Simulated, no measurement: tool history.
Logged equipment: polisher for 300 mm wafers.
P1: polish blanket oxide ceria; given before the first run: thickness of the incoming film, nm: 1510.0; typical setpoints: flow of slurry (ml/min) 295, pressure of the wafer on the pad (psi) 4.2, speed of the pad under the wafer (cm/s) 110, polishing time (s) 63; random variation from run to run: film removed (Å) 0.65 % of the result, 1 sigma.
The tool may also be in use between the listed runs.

| run | hour | flow of slurry (ml/min) | pressure of the wafer on the pad (psi) | speed of the pad under the wafer (cm/s) | polishing time (s) | wafers polished on this pad | hours since the slurry nozzle was cleaned | hours since the head pressure was calibrated | film removed (Å) |
|---|---|---|---|---|---|---|---|---|---|
| 1 | 11 | 295 | 4.2 | 110 | 63 | 641 | 183.2 | 715.5 | 3436.5 |
| 2 | 23.4 | 295 | 4.2 | 110 | 63 | 774 | 195.6 | 727.9 | 3463.5 |
| 3 | 33.5 | 295 | 4.2 | 172 | 63 | 883 | 205.7 | 738 | 5411.3 |
| 4 | 41.4 | 295 | 4.2 | 110 | 95 | 967 | 213.6 | 745.9 | 5232.5 |
| 5 | 57.1 | 295 | 4.2 | 110 | 63 | 1136 | 229.3 | 761.6 | 3493.6 |
| 6 | 71.7 | 175 | 4.2 | 110 | 63 | 1292 | 243.9 | 776.2 | 3251.7 |
| 7 | 87.6 | 295 | 1.9 | 110 | 63 | 1463 | 259.8 | 792.1 | 1569.9 |
| 8 | 101.5 | 295 | 4.2 | 110 | 63 | 1612 | 273.7 | 806 | 3466.9 |
| 9 | 112.9 | 295 | 6.5 | 110 | 63 | 1734 | 285.1 | 817.4 | 5380.9 |
| 10 | 127.8 | 295 | 4.2 | 110 | 39 | 1894 | 300 | 832.3 | 2115 |
| 11 | 143.2 | 410 | 4.2 | 110 | 63 | 2059 | 315.4 | 847.7 | 3535.4 |
| 12 | 158.1 | 295 | 4.2 | 146 | 28 | 2219 | 330.3 | 862.6 | 2056.6 |
| 13 | 171.6 | 295 | 4.2 | 50 | 63 | 2364 | 343.8 | 876.1 | 1562 |
| 14 | 178.8 | 295 | 4.2 | 110 | 63 | 2441 | 351 | 883.3 | 3431.7 |
| 15 | 190.1 | 295 | 4.2 | 110 | 63 | 2562 | 362.3 | 894.6 | 3399.6 |
| 16 | 199.5 | 295 | 4.2 | 110 | 63 | 2663 | 371.7 | 904 | 3378 |

What does the tool deliver on the next run?
| 17 | 209.2 | 295 | 4.2 | 110 | 63 | 2767 | 381.4 | 913.7 | ? |

Run 17 measured film removed (Å) 3386.3.
